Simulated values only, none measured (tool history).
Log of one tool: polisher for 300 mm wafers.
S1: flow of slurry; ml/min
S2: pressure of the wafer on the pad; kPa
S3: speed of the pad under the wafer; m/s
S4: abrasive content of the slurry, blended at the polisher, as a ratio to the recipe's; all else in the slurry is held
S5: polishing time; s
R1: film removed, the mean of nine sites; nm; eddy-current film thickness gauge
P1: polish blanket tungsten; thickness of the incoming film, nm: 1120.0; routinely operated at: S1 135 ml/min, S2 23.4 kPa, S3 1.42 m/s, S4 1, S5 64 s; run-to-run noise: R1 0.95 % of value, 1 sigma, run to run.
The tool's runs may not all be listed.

{"run": 1, "hour": 6.1, "S1": 135, "S2": 23.4, "S3": 1.42, "S4": 1, "S5": 64, "R1": 325.54}
{"run": 2, "hour": 10.6, "S1": 80, "S2": 23.4, "S3": 1.42, "S4": 1, "S5": 64, "R1": 284.8}
{"run": 3, "hour": 16.0, "S1": 135, "S2": 23.4, "S3": 1.42, "S4": 1, "S5": 39, "R1": 194.81}
{"run": 4, "hour": 22.9, "S1": 90, "S2": 23.4, "S3": 1.42, "S4": 0.6, "S5": 64, "R1": 258.75}
{"hour": 25.3, "done": "slurry tank refilled with fresh slurry and peroxide"}
{"run": 5, "hour": 26.7, "S1": 135, "S2": 23.4, "S3": 2.24, "S4": 1, "S5": 64, "R1": 512.88}
{"run": 6, "hour": 32.9, "S1": 180, "S2": 23.4, "S3": 1.42, "S4": 1, "S5": 64, "R1": 338.38}
{"run": 7, "hour": 40.7, "S1": 135, "S2": 23.4, "S3": 1.42, "S4": 1, "S5": 64, "R1": 323.41}
{"run": 8, "hour": 45.4, "S1": 135, "S2": 29.6, "S3": 1.82, "S4": 1, "S5": 64, "R1": 529.46}
{"run": 9, "hour": 50.3, "S1": 135, "S2": 23.4, "S3": 0.94, "S4": 1, "S5": 64, "R1": 214.44}
{"hour": 54.0, "done": "head pressure recalibrated"}
{"run": 10, "hour": 57.4, "S1": 135, "S2": 23.4, "S3": 1.42, "S4": 1, "S5": 64, "R1": 322.88}
{"run": 11, "hour": 63.2, "S1": 135, "S2": 23.4, "S3": 1.42, "S4": 0.5, "S5": 64, "R1": 277.76}
{"run": 12, "hour": 67.6, "S1": 135, "S2": 12.4, "S3": 0.74, "S4": 1, "S5": 64, "R1": 89.965}
{"run": 13, "hour": 74.4, "S1": 135, "S2": 23.4, "S3": 1.42, "S4": 1, "S5": 64, "R1": 327.25}
{"run": 14, "hour": 82.2, "S1": 135, "S2": 33.8, "S3": 1.42, "S4": 1, "S5": 64, "R1": 470.85}
{"run": 15, "hour": 89.8, "S1": 135, "S2": 11, "S3": 1.42, "S4": 1, "S5": 64, "R1": 154.26}
{"run": 16, "hour": 96.2, "S1": 135, "S2": 23.4, "S3": 1.42, "S4": 1, "S5": 98, "R1": 500.98}
{"run": 17, "hour": 104.4, "S1": 135, "S2": 23.4, "S3": 1.42, "S4": 1, "S5": 64, "R1": 323.33}
{"run": 18, "hour": 110.5, "S1": 135, "S2": 23.4, "S3": 1.42, "S4": 1.4, "S5": 64, "R1": 349.78}
{"run": 19, "hour": 114.3, "S1": 135, "S2": 23.4, "S3": 1.42, "S4": 1, "S5": 64, "R1": 330.44}
{"run": 20, "hour": 119.7, "S1": 135, "S2": 23.4, "S3": 1.42, "S4": 1, "S5": 64, "R1": 325.1}
{"run": 21, "hour": 124.5, "S1": 135, "S2": 23.4, "S3": 1.42, "S4": 1, "S5": 64, "R1": 319.85}
{"run": 22, "hour": 130.4, "S1": 135, "S2": 23.4, "S3": 1.42, "S4": 1, "S5": 64, "R1": 308.26}
{"run": 23, "hour": 134.1, "S1": 135, "S2": 23.4, "S3": 1.42, "S4": 1, "S5": 64, "R1": 301.88}

What does the tool deliver on the next run?
{"hour": 139.4, "done": "slurry tank refilled with fresh slurry and peroxide"}
{"run": 24, "hour": 142.2, "S1": 135, "S2": 23.4, "S3": 1.42, "S4": 1, "S5": 64, "R1": "?"}

Logged for run 24: R1 299.65 nm.

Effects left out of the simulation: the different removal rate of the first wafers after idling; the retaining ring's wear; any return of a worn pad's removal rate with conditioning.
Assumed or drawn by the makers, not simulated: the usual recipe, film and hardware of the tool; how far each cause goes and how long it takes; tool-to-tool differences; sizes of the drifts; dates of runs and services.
